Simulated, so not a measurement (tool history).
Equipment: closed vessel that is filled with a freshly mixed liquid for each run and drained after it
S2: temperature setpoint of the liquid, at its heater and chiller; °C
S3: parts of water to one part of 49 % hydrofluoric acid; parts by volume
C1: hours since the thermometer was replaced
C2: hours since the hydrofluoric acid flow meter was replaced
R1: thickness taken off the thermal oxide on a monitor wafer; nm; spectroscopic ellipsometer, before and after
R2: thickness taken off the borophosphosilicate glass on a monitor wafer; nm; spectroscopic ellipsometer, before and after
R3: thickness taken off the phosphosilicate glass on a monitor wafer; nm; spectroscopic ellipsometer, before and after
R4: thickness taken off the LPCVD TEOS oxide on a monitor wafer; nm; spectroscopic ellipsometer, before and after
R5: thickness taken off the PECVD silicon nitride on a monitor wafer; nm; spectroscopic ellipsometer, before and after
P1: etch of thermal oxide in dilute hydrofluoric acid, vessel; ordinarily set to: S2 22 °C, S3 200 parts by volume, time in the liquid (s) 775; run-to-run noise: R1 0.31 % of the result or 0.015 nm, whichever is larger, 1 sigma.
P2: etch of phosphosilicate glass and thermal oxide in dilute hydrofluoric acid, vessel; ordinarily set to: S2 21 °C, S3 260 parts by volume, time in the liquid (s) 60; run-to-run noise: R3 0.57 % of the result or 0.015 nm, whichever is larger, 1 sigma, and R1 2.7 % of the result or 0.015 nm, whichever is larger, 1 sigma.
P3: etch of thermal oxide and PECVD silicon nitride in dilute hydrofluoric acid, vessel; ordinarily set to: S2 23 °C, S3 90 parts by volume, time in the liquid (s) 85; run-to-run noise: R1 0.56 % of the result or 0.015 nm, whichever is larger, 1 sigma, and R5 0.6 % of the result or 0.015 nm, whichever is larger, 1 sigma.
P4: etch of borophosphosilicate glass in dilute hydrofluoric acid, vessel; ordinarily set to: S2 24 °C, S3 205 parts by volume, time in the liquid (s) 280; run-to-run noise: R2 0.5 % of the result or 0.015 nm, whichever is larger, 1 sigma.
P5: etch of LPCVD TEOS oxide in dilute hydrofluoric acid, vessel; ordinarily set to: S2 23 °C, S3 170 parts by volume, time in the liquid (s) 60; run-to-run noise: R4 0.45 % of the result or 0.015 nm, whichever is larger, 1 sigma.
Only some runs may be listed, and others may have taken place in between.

Run 1, day 0.138: process that ran P1, S2 22 °C, S3 200 parts by volume, time in the liquid (s) 775; C1 670.2; C2 1525.1. Result: R1 14.993 nm.
Run 2, day 0.275: process that ran P1, S2 22 °C, S3 305 parts by volume, time in the liquid (s) 775; C1 673.5; C2 1528.4. Result: R1 8.8886 nm.
Run 3, day 0.488: process that ran P4, S2 24 °C, S3 205 parts by volume, time in the liquid (s) 280; C1 678.6; C2 1533.5. Result: R2 48.579 nm.
Run 4, day 0.629: process that ran P1, S2 18 °C, S3 200 parts by volume, time in the liquid (s) 775; C1 682; C2 1536.9. Result: R1 12.791 nm.
Run 5, day 0.758: process that ran P4, S2 24 °C, S3 50 parts by volume, time in the liquid (s) 280; C1 685.1; C2 1540. Result: R2 238.27 nm.
Run 6, day 0.942: process that ran P2, S2 17 °C, S3 260 parts by volume, time in the liquid (s) 60; C1 689.5; C2 1544.4. Result: R1 0.72131 nm, R3 16.446 nm.
Run 7, day 1.088: process that ran P5, S2 23 °C, S3 105 parts by volume, time in the liquid (s) 60; C1 693; C2 1547.9. Result: R4 9.3801 nm.
Run 8, day 1.267: process that ran P4, S2 17 °C, S3 205 parts by volume, time in the liquid (s) 280; C1 697.3; C2 1552.2. Result: R2 36.994 nm.
Run 9, day 1.392: process that ran P2, S2 21 °C, S3 260 parts by volume, time in the liquid (s) 85; C1 700.3; C2 1555.2. Result: R1 1.1217 nm, R3 27.108 nm.
Run 10, day 1.646: process that ran P5, S2 23 °C, S3 170 parts by volume, time in the liquid (s) 60; C1 706.4; C2 1561.3. Result: R4 5.4237 nm.
Run 11, day 1.804: process that ran P4, S2 24 °C, S3 205 parts by volume, time in the liquid (s) 35; C1 710.2; C2 1565.1. Result: R2 6.1171 nm.
Run 12, day 1.954: process that ran P1, S2 26 °C, S3 200 parts by volume, time in the liquid (s) 775; C1 713.8; C2 1568.7. Result: R1 17.314 nm.
Run 13, day 2.158: process that ran P1, S2 22 °C, S3 200 parts by volume, time in the liquid (s) 1240; C1 718.7; C2 1573.6. Result: R1 23.926 nm.
Run 14, day 2.317: process that ran P3, S2 23 °C, S3 90 parts by volume, time in the liquid (s) 30; C1 722.5; C2 1577.4. Result: R1 1.5743 nm, R5 1.5666 nm.
Run 15, day 2.508: process that ran P5, S2 23 °C, S3 170 parts by volume, time in the liquid (s) 60; C1 727.1; C2 1582. Result: R4 5.4243 nm.
Run 16, day 2.625: process that ran P1, S2 22 °C, S3 200 parts by volume, time in the liquid (s) 775; C1 729.9; C2 1584.8. Result: R1 15.02 nm.
Run 17, day 2.767: process that ran P3, S2 23 °C, S3 130 parts by volume, time in the liquid (s) 85; C1 733.3; C2 1588.2. Result: R1 2.9275 nm, R5 3.124 nm.
Run 18, day 2.971: process that ran P1, S2 22 °C, S3 200 parts by volume, time in the liquid (s) 775; C1 738.2; C2 1593.1. Result: R1 14.998 nm.
Run 19, day 3.225: process that ran P4, S2 24 °C, S3 205 parts by volume, time in the liquid (s) 280; C1 744.3; C2 1599.2. Result: R2 48.95 nm.
Run 20, day 3.446: process that ran P3, S2 26.5 °C, S3 90 parts by volume, time in the liquid (s) 85; C1 749.6; C2 1604.5. Result: R1 5.0389 nm, R5 5.5416 nm.
Run 21, day 3.567: process that ran P1, S2 22 °C, S3 70 parts by volume, time in the liquid (s) 775; C1 752.5; C2 1607.4. Result: R1 49.396 nm.
Run 22, day 3.833: process that ran P1, S2 22 °C, S3 200 parts by volume, time in the liquid (s) 775; C1 758.9; C2 1613.8. Result: R1 14.911 nm.
Run 23, day 4.046: process that ran P2, S2 21 °C, S3 260 parts by volume, time in the liquid (s) 60; C1 764; C2 1618.9. Result: R1 0.82311 nm, R3 19.186 nm.
Run 24, day 4.262: process that ran P2, S2 21 °C, S3 60 parts by volume, time in the liquid (s) 60; C1 769.2; C2 1624.1. Result: R1 4.3594 nm, R3 101.63 nm.
Run 25, day 4.504: process that ran P1, S2 22 °C, S3 200 parts by volume, time in the liquid (s) 775; C1 775; C2 1629.9. Result: R1 15.02 nm.
Run 26, day 4.638: process that ran P5, S2 23 °C, S3 170 parts by volume, time in the liquid (s) 30; C1 778.2; C2 1633.1. Result: R4 2.7403 nm.
Run 27, day 4.817: process that ran P5, S2 26.5 °C, S3 170 parts by volume, time in the liquid (s) 60; C1 782.5; C2 1637.4. Result: R4 6.1427 nm.
Run 28, day 4.979: process that ran P3, S2 23 °C, S3 90 parts by volume, time in the liquid (s) 85; C1 786.4; C2 1641.3. Result: R1 4.3472 nm, R5 4.4085 nm.
Run 29, day 5.179: process that ran P1, S2 22 °C, S3 200 parts by volume, time in the liquid (s) 355; C1 791.2; C2 1646.1. Result: R1 6.8857 nm.
Run 30, day 5.367: process that ran P1, S2 22 °C, S3 275 parts by volume, time in the liquid (s) 310; C1 795.7; C2 1650.6. Result: R1 4.0417 nm.
Run 31, day 5.617: process that ran P1, S2 22 °C, S3 200 parts by volume, time in the liquid (s) 775; C1 801.7; C2 1656.6. Result: R1 14.941 nm.
Run 32, day 5.808: process that ran P1, S2 22 °C, S3 200 parts by volume, time in the liquid (s) 775; C1 806.3; C2 1661.2. Result: R1 15.344 nm.
Run 33, day 6.004: process that ran P1, S2 22 °C, S3 200 parts by volume, time in the liquid (s) 775; C1 811; C2 1665.9. Result: R1 15.596 nm.
Run 34, day 6.179: process that ran P1, S2 22 °C, S3 200 parts by volume, time in the liquid (s) 775; C1 815.2; C2 1670.1. Result: R1 15.781 nm.
Run 35, day 6.367: process that ran P1, S2 22 °C, S3 200 parts by volume, time in the liquid (s) 775; C1 819.7; C2 1674.6. Result: R1 15.806 nm.
Run 36, day 6.625: process that ran P1, S2 22 °C, S3 200 parts by volume, time in the liquid (s) 775; C1 825.9; C2 1680.8. Result: R1 15.942 nm.
Run 37, day 6.883: process that ran P1, S2 22 °C, S3 200 parts by volume, time in the liquid (s) 775; C1 832.1; C2 1687. Result: R1 15.934 nm.
Run 38, day 7.1: process that ran P1, S2 22 °C, S3 200 parts by volume, time in the liquid (s) 775; C1 837.3; C2 1692.2. Result: R1 15.91 nm.

P1 no longer gives what it gave before; its output has crept away from where it was. The following 2 causes, each at its listed size, fit the log equally well:
A: liquid hotter than its thermometer reads (K) = 1.69
B: hydrofluoric acid flow above the setpoint (%) = 5.38
The process output started creeping at around day 5.617.

Each of the 4 check runs below uses one wafer; its results are left as question marks. Which run tells the causes apart?
Run check 1, day 7.317: process that ran P2, S2 21 °C, S3 260 parts by volume, time in the liquid (s) 60. Result: R1 ?, R3 ?.
Run check 2, day 7.317: process that ran P5, S2 23 °C, S3 170 parts by volume, time in the liquid (s) 60. Result: R4 ?.
Run check 3, day 7.317: process that ran P4, S2 24 °C, S3 205 parts by volume, time in the liquid (s) 280. Result: R2 ?.
Run check 4, day 7.317: process that ran P3, S2 23 °C, S3 90 parts by volume, time in the liquid (s) 85. Result: R1 ?, R5 ?.

Outcome of each check run for each possible cause:
  check  result     if A     if B
check 1      R1  0.87182  0.87472
check 1      R3   20.234   20.301
check 2      R4   5.7494   5.7383
check 3      R2   51.694   51.798
check 4      R1    4.689   4.6443
check 4      R5   4.9478   4.6572
How far apart the two closest causes lie, in the result that separates them most: check 1 0.33 %; check 2 0.19 %; check 3 0.2 %; check 4 6.05 %
Only check 4 tells the causes apart: in the others they would give nearly the same result.

After running check 4, the following was obtained: R1 4.6804 nm; R5 4.9037 nm. Which cause does this point to?

A is the cause: liquid hotter than its thermometer reads (K).
